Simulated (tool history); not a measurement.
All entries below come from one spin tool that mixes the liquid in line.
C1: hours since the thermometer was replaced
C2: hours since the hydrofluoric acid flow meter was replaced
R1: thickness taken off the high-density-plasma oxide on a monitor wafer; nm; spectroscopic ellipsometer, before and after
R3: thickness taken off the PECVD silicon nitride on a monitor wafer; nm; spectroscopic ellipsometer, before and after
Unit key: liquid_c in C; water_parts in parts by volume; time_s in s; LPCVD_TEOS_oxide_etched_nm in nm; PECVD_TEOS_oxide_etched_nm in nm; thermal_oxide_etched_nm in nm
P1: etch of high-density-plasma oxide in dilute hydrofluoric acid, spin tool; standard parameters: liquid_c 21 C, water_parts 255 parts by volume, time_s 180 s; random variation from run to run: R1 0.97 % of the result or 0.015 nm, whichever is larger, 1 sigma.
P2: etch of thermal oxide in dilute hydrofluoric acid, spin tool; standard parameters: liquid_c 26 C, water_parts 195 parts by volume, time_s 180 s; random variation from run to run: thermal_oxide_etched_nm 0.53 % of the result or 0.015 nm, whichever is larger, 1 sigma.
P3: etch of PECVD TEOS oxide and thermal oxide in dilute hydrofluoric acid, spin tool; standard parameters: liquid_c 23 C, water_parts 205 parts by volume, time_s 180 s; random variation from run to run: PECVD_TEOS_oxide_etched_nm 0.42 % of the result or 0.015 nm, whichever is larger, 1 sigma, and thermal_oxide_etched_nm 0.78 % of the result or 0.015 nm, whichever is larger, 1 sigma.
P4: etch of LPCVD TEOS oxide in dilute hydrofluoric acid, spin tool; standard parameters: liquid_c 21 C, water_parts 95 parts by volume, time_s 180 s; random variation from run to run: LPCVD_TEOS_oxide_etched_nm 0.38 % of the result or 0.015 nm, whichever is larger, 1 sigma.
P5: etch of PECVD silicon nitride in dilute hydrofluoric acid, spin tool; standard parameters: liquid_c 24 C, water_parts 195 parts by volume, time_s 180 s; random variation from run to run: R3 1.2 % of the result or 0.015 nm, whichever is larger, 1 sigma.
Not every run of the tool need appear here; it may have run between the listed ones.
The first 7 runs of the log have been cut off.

Run 8, hour 111.1: process P4, liquid_c 26.5 C, water_parts 95 parts by volume, time_s 180 s; C1 616.1; C2 213.4. Result: LPCVD_TEOS_oxide_etched_nm 35.135 nm.
Run 9, hour 121: process P5, liquid_c 24 C, water_parts 40 parts by volume, time_s 180 s; C1 626; C2 223.3. Result: R3 10.397 nm.
Run 10, hour 133.6: process P3, liquid_c 23 C, water_parts 345 parts by volume, time_s 180 s; C1 638.6; C2 235.9. Result: PECVD_TEOS_oxide_etched_nm 6.3135 nm, thermal_oxide_etched_nm 1.7868 nm.
Run 11, hour 146.5: process P1, liquid_c 21 C, water_parts 255 parts by volume, time_s 180 s; C1 651.5; C2 248.8. Result: R1 2.7603 nm.
Run 12, hour 163.8: process P1, liquid_c 21 C, water_parts 255 parts by volume, time_s 180 s; C1 668.8; C2 266.1. Result: R1 2.7553 nm.
Run 13, hour 177.5: process P1, liquid_c 21 C, water_parts 255 parts by volume, time_s 180 s; C1 682.5; C2 279.8. Result: R1 2.7952 nm.
Run 14, hour 190.7: process P2, liquid_c 26 C, water_parts 195 parts by volume, time_s 180 s; C1 695.7; C2 293. Result: thermal_oxide_etched_nm 4.3542 nm.
Run 15, hour 200.7: process P5, liquid_c 24 C, water_parts 195 parts by volume, time_s 360 s; C1 705.7; C2 303. Result: R3 4.2597 nm.
Run 16, hour 210: process P3, liquid_c 23 C, water_parts 205 parts by volume, time_s 180 s; C1 715; C2 312.3. Result: PECVD_TEOS_oxide_etched_nm 12.294 nm, thermal_oxide_etched_nm 3.5207 nm.
Run 17, hour 221.6: process P1, liquid_c 21 C, water_parts 70 parts by volume, time_s 180 s; C1 726.6; C2 323.9. Result: R1 12.33 nm.
Run 18, hour 235.1: process P1, liquid_c 28 C, water_parts 255 parts by volume, time_s 325 s; C1 740.1; C2 337.4. Result: R1 6.4175 nm.
Run 19, hour 246.7: process P4, liquid_c 21 C, water_parts 95 parts by volume, time_s 180 s; C1 751.7; C2 349. Result: LPCVD_TEOS_oxide_etched_nm 28.254 nm.
Run 20, hour 257.7: process P1, liquid_c 17 C, water_parts 255 parts by volume, time_s 180 s; C1 762.7; C2 360. Result: R1 2.3595 nm.
Run 21, hour 271.6: process P1, liquid_c 21 C, water_parts 410 parts by volume, time_s 180 s; C1 776.6; C2 373.9. Result: R1 1.4912 nm.
Run 22, hour 289.5: process P1, liquid_c 21 C, water_parts 255 parts by volume, time_s 285 s; C1 794.5; C2 391.8. Result: R1 4.3685 nm.
Run 23, hour 304.7: process P4, liquid_c 21 C, water_parts 95 parts by volume, time_s 180 s; C1 809.7; C2 407. Result: LPCVD_TEOS_oxide_etched_nm 28.188 nm.
Run 24, hour 322.4: process P1, liquid_c 21 C, water_parts 255 parts by volume, time_s 100 s; C1 827.4; C2 424.7. Result: R1 1.5309 nm.
Run 25, hour 337.5: process P4, liquid_c 21 C, water_parts 170 parts by volume, time_s 180 s; C1 842.5; C2 439.8. Result: LPCVD_TEOS_oxide_etched_nm 14.435 nm.
Run 26, hour 350: process P2, liquid_c 26 C, water_parts 195 parts by volume, time_s 15 s; C1 855; C2 452.3. Result: thermal_oxide_etched_nm 0.35792 nm.
Run 27, hour 361.1: process P2, liquid_c 26 C, water_parts 85 parts by volume, time_s 180 s; C1 866.1; C2 463.4. Result: thermal_oxide_etched_nm 11.407 nm.
Run 28, hour 375.3: process P1, liquid_c 21 C, water_parts 255 parts by volume, time_s 180 s; C1 880.3; C2 477.6. Result: R1 2.781 nm.
Run 29, hour 387.5: process P1, liquid_c 21 C, water_parts 255 parts by volume, time_s 180 s; C1 892.5; C2 489.8. Result: R1 2.7702 nm.
Run 30, hour 395.7: process P1, liquid_c 21 C, water_parts 255 parts by volume, time_s 180 s; C1 900.7; C2 498. Result: R1 2.8381 nm.

Estimate the outcome of run 31 from the log above:
Run 31, hour 405.5: process P3, liquid_c 17 C, water_parts 205 parts by volume, time_s 180 s; C1 910.5; C2 507.8. Result: PECVD_TEOS_oxide_etched_nm ?, thermal_oxide_etched_nm ?.

For run 31 the tool returned PECVD_TEOS_oxide_etched_nm 9.6972 nm, thermal_oxide_etched_nm 2.7681 nm.

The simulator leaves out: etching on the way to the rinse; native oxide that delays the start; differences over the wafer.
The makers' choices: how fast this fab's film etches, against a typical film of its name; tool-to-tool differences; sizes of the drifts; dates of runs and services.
